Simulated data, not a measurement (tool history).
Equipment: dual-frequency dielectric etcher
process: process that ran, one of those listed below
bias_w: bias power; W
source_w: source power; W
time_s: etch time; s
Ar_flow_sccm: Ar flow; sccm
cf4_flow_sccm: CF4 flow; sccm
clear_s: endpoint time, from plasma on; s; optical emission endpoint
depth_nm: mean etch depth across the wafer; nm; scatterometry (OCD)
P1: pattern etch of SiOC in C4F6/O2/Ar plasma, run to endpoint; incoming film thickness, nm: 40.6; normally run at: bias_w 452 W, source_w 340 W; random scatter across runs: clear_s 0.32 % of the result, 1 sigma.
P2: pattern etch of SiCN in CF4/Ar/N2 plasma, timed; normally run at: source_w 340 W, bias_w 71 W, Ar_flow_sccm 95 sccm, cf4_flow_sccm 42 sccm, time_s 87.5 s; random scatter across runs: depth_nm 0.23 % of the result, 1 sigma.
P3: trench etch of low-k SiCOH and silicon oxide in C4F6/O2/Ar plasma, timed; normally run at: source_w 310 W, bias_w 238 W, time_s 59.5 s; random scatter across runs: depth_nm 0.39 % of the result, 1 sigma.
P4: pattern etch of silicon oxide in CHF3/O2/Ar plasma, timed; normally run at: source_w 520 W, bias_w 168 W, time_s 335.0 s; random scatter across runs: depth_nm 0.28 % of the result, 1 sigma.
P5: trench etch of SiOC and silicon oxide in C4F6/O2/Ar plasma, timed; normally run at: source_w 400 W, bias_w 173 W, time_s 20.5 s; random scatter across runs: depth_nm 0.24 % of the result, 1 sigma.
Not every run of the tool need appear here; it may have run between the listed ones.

run   hour  process  bias_w  source_w  time_s  Ar_flow_sccm  cf4_flow_sccm  hours since the last wet clean  hours since the last bias power generator calibration  hours since the last source power generator calibration  clear_s  depth_nm
  1    6.7       P1     452       340                                                                128.3                                                 1332.3                                                   1232.5   15.291
  2   12.9       P3     238       180    59.5                                                        134.5                                                 1338.5                                                   1238.7            164.100
  3   18.5       P2      71       340   113.5            95             42                           140.1                                                 1344.1                                                   1244.3             70.917
  4   24.1       P4     168       690   335.0                                                        145.7                                                 1349.7                                                   1249.9            675.790
  5   31.3       P1     549       430                                                                152.9                                                 1356.9                                                   1257.1   12.981
  6   38.9       P1     558       290                                                                160.5                                                 1364.5                                                   1264.7   15.042
  7   46.8       P4     168       520   454.5                                                        168.4                                                 1372.4                                                   1272.6            824.450
  8   54.2       P3     238       310    76.5                                                        175.8                                                 1379.8                                                   1280.0            258.390
  9   61.7       P5     173       250    20.5                                                        183.3                                                 1387.3                                                   1287.5             32.290
 10   65.6       P1     452       400                                                                187.2                                                 1391.2                                                   1291.4   14.402
 11   70.1       P3     238       310    59.5                                                        191.7                                                 1395.7                                                   1295.9            200.420
 12   78.0       P2      71       340    87.5            95             42                           199.6                                                 1403.6                                                   1303.8             54.757
 13   83.3       P4     168       520   335.0                                                        204.9                                                 1408.9                                                   1309.1            611.070
 14   89.4       P5     108       400    20.5                                                        211.0                                                 1415.0                                                   1315.2             33.716
 15   96.1       P3     172       310    59.5                                                        217.7                                                 1421.7                                                   1321.9            180.540
 16  102.0       P4      98       520   335.0                                                        223.6                                                 1427.6                                                   1327.8            512.780
 17  106.7       P1     452       340                                                                228.3                                                 1432.3                                                   1332.5   15.249
 18  111.7       P2      71       340    87.5            95             42                           233.3                                                 1437.3                                                   1337.5             54.682
 19  117.3       P5     173       400    14.5                                                        238.9                                                 1442.9                                                   1343.1             27.383
 20  124.5       P1     536       340                                                                246.1                                                 1450.1                                                   1350.3   14.288
 21  128.1       P1     452       230                                                                249.7                                                 1453.7                                                   1353.9   17.684
 22  135.2       P1     353       340                                                                256.8                                                 1460.8                                                   1361.0   16.736
 23  140.4       P2      71       460    87.5            95             42                           262.0                                                 1466.0                                                   1366.2             71.352
 24  148.2       P2      71       340    87.5            95             50                           269.8                                                 1473.8                                                   1374.0             56.167
 25  153.4       P2      71       340    87.5           134             42                           275.0                                                 1479.0                                                   1379.2             51.641
 26  159.3       P5     173       400    20.5                                                        280.9                                                 1484.9                                                   1385.1             38.849
 27  164.0       P1     452       340                                                                285.6                                                 1489.6                                                   1389.8   15.205
 28  169.0       P2      56       340    87.5            95             42                           290.6                                                 1494.6                                                   1394.8             49.995
 29  173.8       P1     452       340                                                                295.4                                                 1499.4                                                   1399.6   15.331
 30  177.7       P4     168       520   335.0                                                        299.3                                                 1503.3                                                   1403.5            609.140
 31  185.3       P1     452       340                                                                306.9                                                 1510.9                                                   1411.1   15.198
 32  192.7       P1     452       340                                                                314.3                                                 1518.3                                                   1418.5   15.285
 33  200.1       P1     452       340                                                                321.7                                                 1525.7                                                   1425.9   15.257
 34  205.6       P1     452       340                                                                327.2                                                 1531.2                                                   1431.4   15.204
 35  211.2       P1     452       340                                                                332.8                                                 1536.8                                                   1437.0   15.102
 36  217.9       P1     452       340                                                                339.5                                                 1543.5                                                   1443.7   15.141
 37  224.3       P1     452       340                                                                345.9                                                 1549.9                                                   1450.1   15.014
 38  231.2       P1     452       340                                                                352.8                                                 1556.8                                                   1457.0   15.060
     235.6  -- wet clean of the chamber
 39  235.9       P1     452       340                                                                  0.4                                                 1561.5                                                   1461.7   15.029
 40  242.7       P1     452       340                                                                  7.2                                                 1568.3                                                   1468.5   14.986
 41  249.8       P1     452       340                                                                 14.3                                                 1575.4                                                   1475.6   14.954
 42  255.0       P1     452       340                                                                 19.5                                                 1580.6                                                   1480.8   14.959

P1 has crept away from where it was. The log is fitted equally well by each of these 2 causes, at the sizes shown:
A: source power that arrives over what is set, % = 4.59
B: bias power that arrives over what is set, % = 4.56
At approximately hour 200.1, the process output began to creep.
Every other cause this tool's parts could produce, and why it does not fit the log:
chamber walls in a state that raises the etch rate, %: serviced at hour 235.6, after the drift had started, without restoring the earlier output

4 check runs are offered, one wafer each, their results left as question marks. Which one tells the causes apart?
check 1  260.2       P2      71       340   105.5            95             42                                                                                                                                                                  ?
check 2  260.2       P4     102       520   395.0                                                                                                                                                                                               ?
check 3  260.2       P5     125       400    20.5                                                                                                                                                                                               ?
check 4  260.2       P3     188       230    59.5                                                                                                                                                                                               ?

Expected result of each check under each candidate cause:
  check    result     if A     if B
check 1  depth_nm   68.666   67.172
check 2  depth_nm  622.830  620.130
check 3  depth_nm   35.871   35.697
check 4  depth_nm  168.240  167.840
Distance between the nearest two causes, measured in the result of the check that separates them most: check 1 2.2 %; check 2 0.43 %; check 3 0.49 %; check 4 0.24 %
The causes can be told apart only by check 1. The other checks would give nearly the same results under each of them.

After running check 1, the following was obtained: depth_nm 68.438 nm. Which cause does this point to?

A is the cause: source power that arrives over what is set, %.

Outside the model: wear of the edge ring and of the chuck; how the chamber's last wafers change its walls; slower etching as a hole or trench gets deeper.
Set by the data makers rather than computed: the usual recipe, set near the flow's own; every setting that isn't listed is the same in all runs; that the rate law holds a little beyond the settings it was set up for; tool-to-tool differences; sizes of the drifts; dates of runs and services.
